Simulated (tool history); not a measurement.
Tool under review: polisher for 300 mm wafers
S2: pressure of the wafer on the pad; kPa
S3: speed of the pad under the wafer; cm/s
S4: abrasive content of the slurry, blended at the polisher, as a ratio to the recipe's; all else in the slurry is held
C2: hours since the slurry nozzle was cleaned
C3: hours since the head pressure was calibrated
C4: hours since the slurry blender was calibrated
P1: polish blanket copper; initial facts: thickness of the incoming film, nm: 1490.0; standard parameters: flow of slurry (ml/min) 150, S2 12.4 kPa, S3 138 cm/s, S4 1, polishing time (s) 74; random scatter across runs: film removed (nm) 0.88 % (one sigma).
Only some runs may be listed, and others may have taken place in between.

Run 1, hour 6.1: flow of slurry (ml/min) 150, S2 12.4 kPa, S3 138 cm/s, S4 1, polishing time (s) 74; wafers polished on this pad 626; C2 158.3; C3 172.5; C4 72.2. Result: film removed (nm) 214.19.
Run 2, hour 9.8: flow of slurry (ml/min) 150, S2 12.4 kPa, S3 138 cm/s, S4 1, polishing time (s) 74; wafers polished on this pad 677; C2 162; C3 176.2; C4 75.9. Result: film removed (nm) 215.48.
Run 3, hour 15.2: flow of slurry (ml/min) 150, S2 12.4 kPa, S3 138 cm/s, S4 1, polishing time (s) 74; wafers polished on this pad 751; C2 167.4; C3 181.6; C4 81.3. Result: film removed (nm) 212.99.
Run 4, hour 20.3: flow of slurry (ml/min) 210, S2 12.4 kPa, S3 138 cm/s, S4 1, polishing time (s) 74; wafers polished on this pad 822; C2 172.5; C3 186.7; C4 86.4. Result: film removed (nm) 225.76.
Run 5, hour 23.5: flow of slurry (ml/min) 150, S2 6.9 kPa, S3 138 cm/s, S4 1, polishing time (s) 74; wafers polished on this pad 866; C2 175.7; C3 189.9; C4 89.6. Result: film removed (nm) 118.12.
Run 6, hour 27.9: flow of slurry (ml/min) 150, S2 12.4 kPa, S3 138 cm/s, S4 1, polishing time (s) 104; wafers polished on this pad 926; C2 180.1; C3 194.3; C4 94. Result: film removed (nm) 306.96.
Run 7, hour 30.8: flow of slurry (ml/min) 150, S2 12.4 kPa, S3 138 cm/s, S4 1, polishing time (s) 44; wafers polished on this pad 966; C2 183; C3 197.2; C4 96.9. Result: film removed (nm) 125.56.
Run 8, hour 36.6: flow of slurry (ml/min) 150, S2 12.4 kPa, S3 138 cm/s, S4 1, polishing time (s) 74; wafers polished on this pad 1046; C2 188.8; C3 203; C4 102.7. Result: film removed (nm) 217.48.
Run 9, hour 40: flow of slurry (ml/min) 150, S2 12.4 kPa, S3 216 cm/s, S4 1, polishing time (s) 74; wafers polished on this pad 1093; C2 192.2; C3 206.4; C4 106.1. Result: film removed (nm) 337.52.
At hour 44.9: slurry blender recalibrated.
Run 10, hour 46.1: flow of slurry (ml/min) 150, S2 12.4 kPa, S3 72 cm/s, S4 1, polishing time (s) 74; wafers polished on this pad 1177; C2 198.3; C3 212.5; C4 1.2. Result: film removed (nm) 112.4.
Run 11, hour 50.5: flow of slurry (ml/min) 150, S2 12.4 kPa, S3 138 cm/s, S4 1, polishing time (s) 74; wafers polished on this pad 1238; C2 202.7; C3 216.9; C4 5.6. Result: film removed (nm) 214.2.
Run 12, hour 56.4: flow of slurry (ml/min) 150, S2 12.4 kPa, S3 138 cm/s, S4 0.75, polishing time (s) 74; wafers polished on this pad 1319; C2 208.6; C3 222.8; C4 11.5. Result: film removed (nm) 200.62.
Run 13, hour 62.2: flow of slurry (ml/min) 100, S2 12.4 kPa, S3 138 cm/s, S4 1, polishing time (s) 74; wafers polished on this pad 1399; C2 214.4; C3 228.6; C4 17.3. Result: film removed (nm) 195.87.
Run 14, hour 65.4: flow of slurry (ml/min) 150, S2 18.6 kPa, S3 138 cm/s, S4 1, polishing time (s) 74; wafers polished on this pad 1443; C2 217.6; C3 231.8; C4 20.5. Result: film removed (nm) 320.33.
Run 15, hour 71.7: flow of slurry (ml/min) 150, S2 12.4 kPa, S3 138 cm/s, S4 1.35, polishing time (s) 74; wafers polished on this pad 1530; C2 223.9; C3 238.1; C4 26.8. Result: film removed (nm) 232.78.
Run 16, hour 75.9: flow of slurry (ml/min) 150, S2 15.2 kPa, S3 76 cm/s, S4 1, polishing time (s) 74; wafers polished on this pad 1587; C2 228.1; C3 242.3; C4 31. Result: film removed (nm) 144.51.
Run 17, hour 79.5: flow of slurry (ml/min) 150, S2 12.4 kPa, S3 138 cm/s, S4 1, polishing time (s) 74; wafers polished on this pad 1637; C2 231.7; C3 245.9; C4 34.6. Result: film removed (nm) 216.98.
Run 18, hour 85: flow of slurry (ml/min) 90, S2 12.4 kPa, S3 138 cm/s, S4 1, polishing time (s) 112; wafers polished on this pad 1713; C2 237.2; C3 251.4; C4 40.1. Result: film removed (nm) 291.64.
Run 19, hour 90.3: flow of slurry (ml/min) 150, S2 12.4 kPa, S3 138 cm/s, S4 1, polishing time (s) 74; wafers polished on this pad 1786; C2 242.5; C3 256.7; C4 45.4. Result: film removed (nm) 214.93.
Run 20, hour 96.3: flow of slurry (ml/min) 150, S2 12.4 kPa, S3 138 cm/s, S4 1, polishing time (s) 74; wafers polished on this pad 1868; C2 248.5; C3 262.7; C4 51.4. Result: film removed (nm) 207.14.
Run 21, hour 102: flow of slurry (ml/min) 150, S2 12.4 kPa, S3 138 cm/s, S4 1, polishing time (s) 74; wafers polished on this pad 1947; C2 254.2; C3 268.4; C4 57.1. Result: film removed (nm) 205.11.
Run 22, hour 107.4: flow of slurry (ml/min) 150, S2 12.4 kPa, S3 138 cm/s, S4 1, polishing time (s) 74; wafers polished on this pad 2021; C2 259.6; C3 273.8; C4 62.5. Result: film removed (nm) 202.4.
At hour 110.3: slurry blender recalibrated.
Run 23, hour 112.8: flow of slurry (ml/min) 150, S2 12.4 kPa, S3 138 cm/s, S4 1, polishing time (s) 74; wafers polished on this pad 2096; C2 265; C3 279.2; C4 2.6. Result: film removed (nm) 204.69.
Run 24, hour 118.9: flow of slurry (ml/min) 150, S2 12.4 kPa, S3 138 cm/s, S4 1, polishing time (s) 74; wafers polished on this pad 2180; C2 271.1; C3 285.3; C4 8.7. Result: film removed (nm) 199.6.
At hour 120.5: worn pad replaced by a new one.
Run 25, hour 124.4: flow of slurry (ml/min) 150, S2 12.4 kPa, S3 138 cm/s, S4 1, polishing time (s) 74; wafers polished on this pad 53; C2 276.6; C3 290.8; C4 14.2. Result: film removed (nm) 198.74.
Run 26, hour 127.6: flow of slurry (ml/min) 150, S2 12.4 kPa, S3 138 cm/s, S4 1, polishing time (s) 74; wafers polished on this pad 97; C2 279.8; C3 294; C4 17.4. Result: film removed (nm) 198.95.
Run 27, hour 132.7: flow of slurry (ml/min) 150, S2 12.4 kPa, S3 138 cm/s, S4 1, polishing time (s) 74; wafers polished on this pad 168; C2 284.9; C3 299.1; C4 22.5. Result: film removed (nm) 199.38.
Run 28, hour 136.9: flow of slurry (ml/min) 150, S2 12.4 kPa, S3 138 cm/s, S4 1, polishing time (s) 74; wafers polished on this pad 226; C2 289.1; C3 303.3; C4 26.7. Result: film removed (nm) 197.03.

The output of P1 has drifted from where it used to be. Each of the 2 causes below, taken at the size shown beside it, accounts for the log equally well:
A: head's pressure below its setpoint, % = 7.42
B: slurry flow missing at the pad, % = 31.4
The onset of the drift is placed at about hour 90.3.
Why every other cause is out:
removal rate lost through wear of the pad, %: was serviced at hour 120.5, once the creep was under way, yet the earlier output never came back
abrasive missing from the slurry, %: was serviced at hour 110.3, once the creep was under way, yet the earlier output never came back

4 check runs are offered, each on 5 wafers whose results are averaged, their results left as question marks. Which one tells the causes apart?
Run check 1, hour 141.1: flow of slurry (ml/min) 150, S2 12.4 kPa, S3 208 cm/s, S4 1, polishing time (s) 74. Result: film removed (nm) ?.
Run check 2, hour 141.1: flow of slurry (ml/min) 150, S2 12.4 kPa, S3 102 cm/s, S4 1, polishing time (s) 74. Result: film removed (nm) ?.
Run check 3, hour 141.1: flow of slurry (ml/min) 150, S2 18.6 kPa, S3 96 cm/s, S4 1, polishing time (s) 74. Result: film removed (nm) ?.
Run check 4, hour 141.1: flow of slurry (ml/min) 105, S2 12.4 kPa, S3 138 cm/s, S4 1.3, polishing time (s) 74. Result: film removed (nm) ?.

Expected result of each check under each candidate cause:
  check             result    if A    if B
check 1  film removed (nm)  299.33  299.28
check 2  film removed (nm)  146.79  146.76
check 3  film removed (nm)  207.23   207.2
check 4  film removed (nm)  195.57  190.02
How far apart the two closest causes lie, in the result that separates them most: check 1 0.01 %; check 2 0.01 %; check 3 0.01 %; check 4 2.88 %
Only in check 4 would the causes give clearly different results; in the remaining checks their results would be nearly the same.

Check 4 was then run and gave: film removed (nm) 195.12. Which cause is it?

It was cause A: head's pressure below its setpoint, %.
